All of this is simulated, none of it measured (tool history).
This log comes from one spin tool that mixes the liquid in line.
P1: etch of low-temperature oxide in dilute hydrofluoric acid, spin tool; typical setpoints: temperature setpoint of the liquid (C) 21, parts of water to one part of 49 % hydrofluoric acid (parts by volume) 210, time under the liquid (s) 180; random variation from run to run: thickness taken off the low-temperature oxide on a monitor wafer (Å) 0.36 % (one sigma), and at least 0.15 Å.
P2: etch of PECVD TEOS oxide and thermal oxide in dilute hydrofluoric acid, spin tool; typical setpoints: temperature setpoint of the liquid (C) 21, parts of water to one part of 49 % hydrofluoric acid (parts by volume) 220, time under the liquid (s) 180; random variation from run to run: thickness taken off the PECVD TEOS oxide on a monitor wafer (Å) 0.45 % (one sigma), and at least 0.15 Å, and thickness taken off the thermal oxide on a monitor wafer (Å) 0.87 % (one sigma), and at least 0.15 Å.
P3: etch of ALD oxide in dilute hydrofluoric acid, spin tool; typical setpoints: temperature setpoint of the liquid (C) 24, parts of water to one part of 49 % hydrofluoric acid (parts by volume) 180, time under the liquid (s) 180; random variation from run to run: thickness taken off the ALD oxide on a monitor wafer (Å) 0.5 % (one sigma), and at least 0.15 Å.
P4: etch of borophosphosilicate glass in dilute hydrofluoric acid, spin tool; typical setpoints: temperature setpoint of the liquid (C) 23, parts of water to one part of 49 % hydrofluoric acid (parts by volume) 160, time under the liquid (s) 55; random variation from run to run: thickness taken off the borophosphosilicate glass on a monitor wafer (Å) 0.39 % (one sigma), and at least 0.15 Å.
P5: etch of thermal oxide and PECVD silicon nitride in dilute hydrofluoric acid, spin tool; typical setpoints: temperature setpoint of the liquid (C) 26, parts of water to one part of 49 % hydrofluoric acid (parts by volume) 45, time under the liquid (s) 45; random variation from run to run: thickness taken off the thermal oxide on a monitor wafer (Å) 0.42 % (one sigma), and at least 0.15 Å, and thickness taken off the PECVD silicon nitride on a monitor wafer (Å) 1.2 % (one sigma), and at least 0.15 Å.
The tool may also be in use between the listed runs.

run	hour	process that ran	temperature setpoint of the liquid (C)	parts of water to one part of 49 % hydrofluoric acid (parts by volume)	time under the liquid (s)	hours since the thermometer was replaced	hours since the hydrofluoric acid flow meter was replaced	thickness taken off the low-temperature oxide on a monitor wafer (Å)	thickness taken off the borophosphosilicate glass on a monitor wafer (Å)	thickness taken off the PECVD TEOS oxide on a monitor wafer (Å)	thickness taken off the thermal oxide on a monitor wafer (Å)	thickness taken off the PECVD silicon nitride on a monitor wafer (Å)	thickness taken off the ALD oxide on a monitor wafer (Å)
1	6.4	P1	21	210	180	408.2	440.1	237.54					
2	11.1	P4	23	240	55	412.9	444.8		61.349				
3	15.1	P1	28.5	210	180	416.9	448.8	311.26					
4	19.6	P4	23	160	105	421.4	453.3		191.57				
5	25.1	P2	21	220	80	426.9	458.8			39.009	14.262		
6	29.4	P1	21	365	180	431.2	463.1	118.02					
7	36.4	P1	21	210	180	438.2	470.1	237.25					
8	42.8	P5	26	45	45	444.6	476.5				55.07	19.145	
9	47.2	P2	21	50	180	449	480.9			470.91	167.37		
10	50.8	P3	24	180	180	452.6	484.5						251.6
11	54.2	P3	24	320	180	456	487.9						123.47
12	61	P1	21	210	180	462.8	494.7	235.17					
13	68.7	P3	24	180	50	470.5	502.4						70.423
14	72.4	P1	21	210	290	474.2	506.1	382.32					
15	77.5	P3	20	180	180	479.3	511.2						217.38
16	82.5	P1	21	210	90	484.3	516.2	118.73					
17	88.7	P1	21	210	180	490.5	522.4	238.12					
18	93.5	P5	26	20	45	495.3	527.2				129.59	41.115	
19	99.8	P4	23	160	55	501.6	533.5		100.19				
20	106.7	P1	25.5	280	180	508.5	540.4	194.74					
21	112.2	P4	17	160	55	514	545.9		79.356				
# hour 116.7: thermometer replaced
22	119.8	P2	21	220	180	3.1	553.5			87.431	31.395		
23	123.8	P2	21	220	180	7.1	557.5			88.561	31.444		
24	129	P2	25	220	180	12.3	562.7			102.46	36.638		
25	135.4	P1	17	210	180	18.7	569.1	203.18					
26	141.2	P5	26	45	80	24.5	574.9				98.879	33.621	
27	147.9	P5	33	45	45	31.2	581.6				73.098	30.16	
28	154.3	P1	21	210	180	37.6	588	237.96					
29	158.7	P1	21	135	180	42	592.4	400.03					
30	166	P1	21	210	180	49.3	599.7	235.81					
31	173.8	P1	21	210	180	57.1	607.5	242.84					
32	178.3	P1	21	210	180	61.6	612	245.64					
33	184.7	P1	21	210	180	68	618.4	246.15					
34	191.8	P1	21	210	180	75.1	625.5	248.78					
35	196.4	P1	21	210	180	79.7	630.1	249.77					
36	200	P1	21	210	180	83.3	633.7	249.75					
37	207.5	P1	21	210	180	90.8	641.2	249.54					
38	211.9	P1	21	210	180	95.2	645.6	251.17					
39	216.7	P1	21	210	180	100	650.4	251.25					
40	223.4	P1	21	210	180	106.7	657.1	251.04					
41	230.1	P1	21	210	180	113.4	663.8	251					

What P1 gives has crept off from where it sat before. The 2 causes that follow fit the log equally well, each at the size noted:
A: hydrofluoric acid flow above the setpoint (%) = 4.74
B: liquid hotter than its thermometer reads (K) = 1.49
Creep in the process output first set in at about hour 166.

4 check runs are offered, each on 5 wafers whose results are averaged, their results left as question marks. Which one tells the causes apart?
check 1	236.8	P3	24	180	180								?
check 2	236.8	P2	21	220	180					?	?		
check 3	236.8	P5	26	45	45						?	?	
check 4	236.8	P4	23	160	55				?				

If the cause were each of the candidates in turn, the checks would give the following:
check	result	if A	if B
check 1	thickness taken off the ALD oxide on a monitor wafer (Å)	267.01	267.01
check 2	thickness taken off the PECVD TEOS oxide on a monitor wafer (Å)	93.333	93.295
check 2	thickness taken off the thermal oxide on a monitor wafer (Å)	33.468	33.454
check 3	thickness taken off the thermal oxide on a monitor wafer (Å)	58.459	59.106
check 3	thickness taken off the PECVD silicon nitride on a monitor wafer (Å)	19.773	20.855
check 4	thickness taken off the borophosphosilicate glass on a monitor wafer (Å)	106.19	106.45
Smallest distance between any two causes, each pair judged by its most separating result, in per cent: check 1 0 %; check 2 0.04 %; check 3 5.33 %; check 4 0.24 %
Only in check 3 would the causes give clearly different results; in the remaining checks their results would be nearly the same.

The results of check 3 are: thickness taken off the thermal oxide on a monitor wafer (Å) 59.178; thickness taken off the PECVD silicon nitride on a monitor wafer (Å) 21.051. Based on these, which of the listed causes is it?

Of the candidate causes, it is B: liquid hotter than its thermometer reads (K).
